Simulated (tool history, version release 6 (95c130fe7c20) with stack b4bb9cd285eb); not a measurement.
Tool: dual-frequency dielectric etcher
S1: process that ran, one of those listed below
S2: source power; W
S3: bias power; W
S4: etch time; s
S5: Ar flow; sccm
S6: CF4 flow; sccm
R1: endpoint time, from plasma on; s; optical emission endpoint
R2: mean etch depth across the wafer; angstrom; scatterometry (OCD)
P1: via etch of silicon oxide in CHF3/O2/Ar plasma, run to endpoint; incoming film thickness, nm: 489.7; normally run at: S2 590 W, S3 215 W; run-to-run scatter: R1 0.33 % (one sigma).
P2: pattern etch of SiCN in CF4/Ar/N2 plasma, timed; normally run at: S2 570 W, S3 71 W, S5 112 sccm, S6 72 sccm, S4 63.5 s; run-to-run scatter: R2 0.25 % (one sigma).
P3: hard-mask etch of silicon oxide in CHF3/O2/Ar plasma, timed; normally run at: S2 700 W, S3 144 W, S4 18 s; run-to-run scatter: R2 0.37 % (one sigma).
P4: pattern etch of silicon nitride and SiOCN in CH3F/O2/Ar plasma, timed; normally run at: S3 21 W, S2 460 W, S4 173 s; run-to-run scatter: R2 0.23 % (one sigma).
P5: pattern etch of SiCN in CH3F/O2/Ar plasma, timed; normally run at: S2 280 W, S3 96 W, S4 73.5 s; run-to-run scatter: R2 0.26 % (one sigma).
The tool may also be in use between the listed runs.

run	hour	S1	S2	S3	S4	S5	S6	R1	R2
1	5.3	P1	590	215				234.02	
2	10.1	P4	460	21	173				231.51
3	14.9	P3	700	144	18				352.73
4	20	P3	700	144	25				492
5	24.8	P5	280	135	73.5				293.84
6	28.4	P2	420	71	63.5	112	72		502.57
7	33.4	P5	280	96	73.5				259.01
8	36.1	P1	590	215				233.86	
9	39.7	P1	590	155				262.14	
10	42.8	P1	390	215				274.24	
11	47.6	P1	590	215				233.96	
12	51.2	P5	280	96	94				328.67
13	54.6	P2	570	71	63.5	112	51		616.75
14	57.8	P1	800	215				208.85	
15	61.8	P5	280	96	73.5				258.44
16	66.1	P4	460	21	216.5				290.49
17	71.2	P1	590	215				235.06	
18	76.9	P2	570	71	78.5	112	72		811.68
19	81.8	P1	590	215				235.43	
20	85.5	P2	570	43	63.5	112	72		554.52
21	89.2	P2	570	71	63.5	112	72		657.35
22	91.8	P1	590	287				210.17	
23	95.1	P2	570	71	63.5	92	72		675.49
24	97.6	P3	700	144	18				351.62
25	102.8	P1	490	251				237.65	
# hour 103.4: wet clean of the chamber
26	105.8	P4	630	21	173				257.67
27	110.8	P3	700	201	18				394.5
28	114.1	P1	410	283				243.13	
29	119.5	P4	460	28	173				262.34
30	124.3	P2	570	71	63.5	112	72		657.04
31	129.4	P3	410	144	18				287.13
32	132.2	P5	360	96	73.5				282.82
33	136.4	P1	590	215				234.89	
34	139.6	P1	590	215				235.44	
35	143.2	P1	590	215				237.31	
36	146.5	P1	590	215				236.44	
37	151	P1	590	215				238.66	
38	155.3	P1	590	215				237.39	
39	158	P1	590	215				238.87	
# hour 159.5: wet clean of the chamber
40	161.6	P1	590	215				238.33	
41	164.4	P1	590	215				236.81	
42	169.8	P1	590	215				237.81	

What P1 gives has crept away from where it was. These 2 causes fit the log equally well, each at the size given:
A: bias power that arrives under what is set, % = 4.6
B: source power that arrives under what is set, % = 4.23
The creep began at about hour 136.4.
Why every other cause is out:
chamber walls in a state that lowers the etch rate, %: serviced at hour 159.5, which brought nothing back

4 check runs are offered, one wafer each, their results left as question marks. Which one tells the causes apart?
check 1	175.2	P2	570	43	63.5	112	72		?
check 2	175.2	P5	320	96	90.5				?
check 3	175.2	P4	600	21	173				?
check 4	175.2	P3	450	187	18				?

What each check would give under each cause:
check	result	if A	if B
check 1	R2	548.85	535.66
check 2	R2	327.2	327.82
check 3	R2	248.72	249.9
check 4	R2	319.59	319.52
How far apart the two closest causes lie, in the result that separates them most: check 1 2.43 %; check 2 0.19 %; check 3 0.47 %; check 4 0.02 %
Only check 1 tells the causes apart: in the others they would give nearly the same result.

Check 1 was then run and gave: R2 548.17 angstrom. Which cause is it?

It is A: bias power that arrives under what is set, %.
